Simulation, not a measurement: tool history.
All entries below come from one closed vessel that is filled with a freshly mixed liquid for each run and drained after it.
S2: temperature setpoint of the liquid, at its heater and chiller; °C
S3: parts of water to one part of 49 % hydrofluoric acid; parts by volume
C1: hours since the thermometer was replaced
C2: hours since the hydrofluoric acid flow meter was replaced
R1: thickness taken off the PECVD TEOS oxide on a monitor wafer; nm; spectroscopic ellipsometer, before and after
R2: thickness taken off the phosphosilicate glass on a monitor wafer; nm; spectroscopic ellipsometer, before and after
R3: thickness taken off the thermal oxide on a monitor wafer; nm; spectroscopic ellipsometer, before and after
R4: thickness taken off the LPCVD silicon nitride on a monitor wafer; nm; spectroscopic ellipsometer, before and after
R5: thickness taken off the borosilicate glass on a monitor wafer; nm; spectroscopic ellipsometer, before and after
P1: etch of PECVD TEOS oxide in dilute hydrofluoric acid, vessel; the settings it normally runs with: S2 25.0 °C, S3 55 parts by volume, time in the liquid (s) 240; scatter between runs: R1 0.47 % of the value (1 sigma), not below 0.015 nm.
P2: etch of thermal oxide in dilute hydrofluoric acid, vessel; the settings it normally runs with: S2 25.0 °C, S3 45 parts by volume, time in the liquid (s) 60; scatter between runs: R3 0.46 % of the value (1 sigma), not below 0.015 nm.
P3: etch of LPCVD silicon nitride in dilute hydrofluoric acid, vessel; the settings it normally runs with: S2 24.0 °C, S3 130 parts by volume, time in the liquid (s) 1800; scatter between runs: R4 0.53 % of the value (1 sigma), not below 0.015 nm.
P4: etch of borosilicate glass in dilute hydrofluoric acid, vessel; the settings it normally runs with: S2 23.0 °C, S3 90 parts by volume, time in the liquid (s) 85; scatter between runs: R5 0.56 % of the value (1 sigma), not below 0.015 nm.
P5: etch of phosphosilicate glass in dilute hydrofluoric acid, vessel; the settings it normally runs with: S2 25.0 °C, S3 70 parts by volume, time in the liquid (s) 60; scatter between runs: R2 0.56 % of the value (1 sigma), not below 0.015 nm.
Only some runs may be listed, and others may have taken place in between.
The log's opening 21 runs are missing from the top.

{"run": 22, "hour": 292.7, "process that ran": "P5", "S2": 25.0, "S3": 70, "time in the liquid (s)": 30, "C1": 778.4, "C2": 152.2, "R2": 27.794}
{"run": 23, "hour": 304.5, "process that ran": "P1", "S2": 25.0, "S3": 20, "time in the liquid (s)": 365, "C1": 790.2, "C2": 164.0, "R1": 196.68}
{"run": 24, "hour": 317.6, "process that ran": "P3", "S2": 24.0, "S3": 130, "time in the liquid (s)": 1800, "C1": 803.3, "C2": 177.1, "R4": 5.9385}
{"run": 25, "hour": 329.8, "process that ran": "P2", "S2": 25.0, "S3": 20, "time in the liquid (s)": 60, "C1": 815.5, "C2": 189.3, "R3": 15.949}
{"run": 26, "hour": 345.5, "process that ran": "P1", "S2": 25.0, "S3": 55, "time in the liquid (s)": 240, "C1": 831.2, "C2": 205.0, "R1": 44.501}
{"run": 27, "hour": 353.9, "process that ran": "P4", "S2": 23.0, "S3": 90, "time in the liquid (s)": 35, "C1": 839.6, "C2": 213.4, "R5": 8.0342}
{"run": 28, "hour": 371.3, "process that ran": "P1", "S2": 25.0, "S3": 55, "time in the liquid (s)": 445, "C1": 857.0, "C2": 230.8, "R1": 82.477}
{"run": 29, "hour": 385.1, "process that ran": "P1", "S2": 29.5, "S3": 55, "time in the liquid (s)": 345, "C1": 870.8, "C2": 244.6, "R1": 77.223}
{"run": 30, "hour": 402.9, "process that ran": "P1", "S2": 25.0, "S3": 80, "time in the liquid (s)": 240, "C1": 888.6, "C2": 262.4, "R1": 29.775}
{"run": 31, "hour": 416.0, "process that ran": "P1", "S2": 25.0, "S3": 30, "time in the liquid (s)": 240, "C1": 901.7, "C2": 275.5, "R1": 85.007}

Run 32 has not been measured yet. What should we expect?
{"run": 32, "hour": 433.3, "process that ran": "P5", "S2": 25.0, "S3": 70, "time in the liquid (s)": 60, "C1": 919.0, "C2": 292.8, "R2": "?"}

{"run 32": {"R2": 55.425}}

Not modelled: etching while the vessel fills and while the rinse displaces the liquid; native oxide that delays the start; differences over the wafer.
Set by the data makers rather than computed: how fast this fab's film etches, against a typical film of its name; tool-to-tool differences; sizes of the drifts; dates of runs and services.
